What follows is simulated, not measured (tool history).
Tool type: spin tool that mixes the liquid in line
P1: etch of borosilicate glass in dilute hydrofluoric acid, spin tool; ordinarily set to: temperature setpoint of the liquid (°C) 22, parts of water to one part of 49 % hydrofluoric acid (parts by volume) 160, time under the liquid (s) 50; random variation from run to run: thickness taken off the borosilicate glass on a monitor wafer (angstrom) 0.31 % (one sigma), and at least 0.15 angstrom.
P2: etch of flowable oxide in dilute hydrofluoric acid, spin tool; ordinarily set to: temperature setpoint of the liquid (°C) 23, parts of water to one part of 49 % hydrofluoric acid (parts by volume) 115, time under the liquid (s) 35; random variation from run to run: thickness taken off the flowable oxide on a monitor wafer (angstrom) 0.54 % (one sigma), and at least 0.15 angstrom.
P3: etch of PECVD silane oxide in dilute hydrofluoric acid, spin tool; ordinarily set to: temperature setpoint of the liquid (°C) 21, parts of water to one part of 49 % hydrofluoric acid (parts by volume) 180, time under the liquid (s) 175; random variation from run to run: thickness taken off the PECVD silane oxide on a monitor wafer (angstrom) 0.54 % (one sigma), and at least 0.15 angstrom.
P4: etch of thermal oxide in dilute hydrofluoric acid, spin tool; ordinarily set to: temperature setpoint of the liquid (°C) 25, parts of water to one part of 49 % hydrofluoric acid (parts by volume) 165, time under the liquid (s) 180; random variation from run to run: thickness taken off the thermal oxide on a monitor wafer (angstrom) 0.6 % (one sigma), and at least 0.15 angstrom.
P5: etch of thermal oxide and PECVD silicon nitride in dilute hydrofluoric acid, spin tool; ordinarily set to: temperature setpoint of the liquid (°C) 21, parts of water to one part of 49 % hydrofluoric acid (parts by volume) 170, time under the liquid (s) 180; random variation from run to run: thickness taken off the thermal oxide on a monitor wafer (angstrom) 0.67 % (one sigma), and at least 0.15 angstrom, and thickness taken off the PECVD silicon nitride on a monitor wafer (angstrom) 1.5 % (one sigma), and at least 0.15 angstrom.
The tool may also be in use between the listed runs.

| run | hour | process that ran | temperature setpoint of the liquid (°C) | parts of water to one part of 49 % hydrofluoric acid (parts by volume) | time under the liquid (s) | hours since the thermometer was replaced | hours since the hydrofluoric acid flow meter was replaced | thickness taken off the borosilicate glass on a monitor wafer (angstrom) | thickness taken off the thermal oxide on a monitor wafer (angstrom) | thickness taken off the PECVD silicon nitride on a monitor wafer (angstrom) | thickness taken off the flowable oxide on a monitor wafer (angstrom) | thickness taken off the PECVD silane oxide on a monitor wafer (angstrom) |
|---|---|---|---|---|---|---|---|---|---|---|---|---|
| 1 | 7.9 | P1 | 22 | 160 | 50 | 377.6 | 395.7 | 130.93 |  |  |  |  |
| 2 | 14 | P5 | 21 | 310 | 180 | 383.7 | 401.8 |  | 20.091 | 7.7191 |  |  |
| 3 | 22.7 | P2 | 23 | 115 | 15 | 392.4 | 410.5 |  |  |  | 25.39 |  |
| 4 | 27.8 | P3 | 21 | 180 | 80 | 397.5 | 415.6 |  |  |  |  | 167.72 |
| 5 | 35.3 | P1 | 22 | 40 | 85 | 405 | 423.1 | 1026.3 |  |  |  |  |
| 6 | 41.2 | P1 | 22 | 160 | 20 | 410.9 | 429 | 52.307 |  |  |  |  |
| 7 | 47.9 | P5 | 21 | 170 | 180 | 417.6 | 435.7 |  | 41.396 | 14.594 |  |  |
| 8 | 52.3 | P1 | 22 | 85 | 50 | 422 | 440.1 | 269.16 |  |  |  |  |
| 9 | 58.1 | P1 | 25.5 | 45 | 50 | 427.8 | 445.9 | 616.37 |  |  |  |  |
| 10 | 64.1 | P2 | 23 | 115 | 35 | 433.8 | 451.9 |  |  |  | 59.565 |  |
| 11 | 70.5 | P4 | 25 | 165 | 180 | 440.2 | 458.3 |  | 51.36 |  |  |  |
| 12 | 79.3 | P3 | 21 | 180 | 175 | 449 | 467.1 |  |  |  |  | 368.09 |
| 13 | 87.4 | P1 | 22 | 275 | 50 | 457.1 | 475.2 | 67.87 |  |  |  |  |
| 14 | 92.9 | P1 | 22 | 160 | 50 | 462.6 | 480.7 | 131.12 |  |  |  |  |
| 15 | 100.5 | P3 | 21 | 290 | 175 | 470.2 | 488.3 |  |  |  |  | 203.16 |
| 16 | 104.6 | P2 | 23 | 165 | 35 | 474.3 | 492.4 |  |  |  | 39.298 |  |
| 17 | 113 | P4 | 25 | 165 | 55 | 482.7 | 500.8 |  | 15.759 |  |  |  |
| 18 | 117 | P4 | 29.5 | 165 | 180 | 486.7 | 504.8 |  | 60.198 |  |  |  |
| 19 | 122.1 | P1 | 22 | 160 | 75 | 491.8 | 509.9 | 196.2 |  |  |  |  |
| 20 | 127.8 | P2 | 23 | 115 | 35 | 497.5 | 515.6 |  |  |  | 58.738 |  |
| 21 | 134 | P5 | 17 | 170 | 180 | 503.7 | 521.8 |  | 35.367 | 11.304 |  |  |
| 22 | 140.1 | P1 | 17 | 160 | 50 | 509.8 | 527.9 | 107.5 |  |  |  |  |

Run 23 is up next; what results do you expect?
| 23 | 145.5 | P1 | 22 | 160 | 50 | 515.2 | 533.3 | ? |  |  |  |  |

{"run 23": {"thickness taken off the borosilicate glass on a monitor wafer (angstrom)": 130.43}}
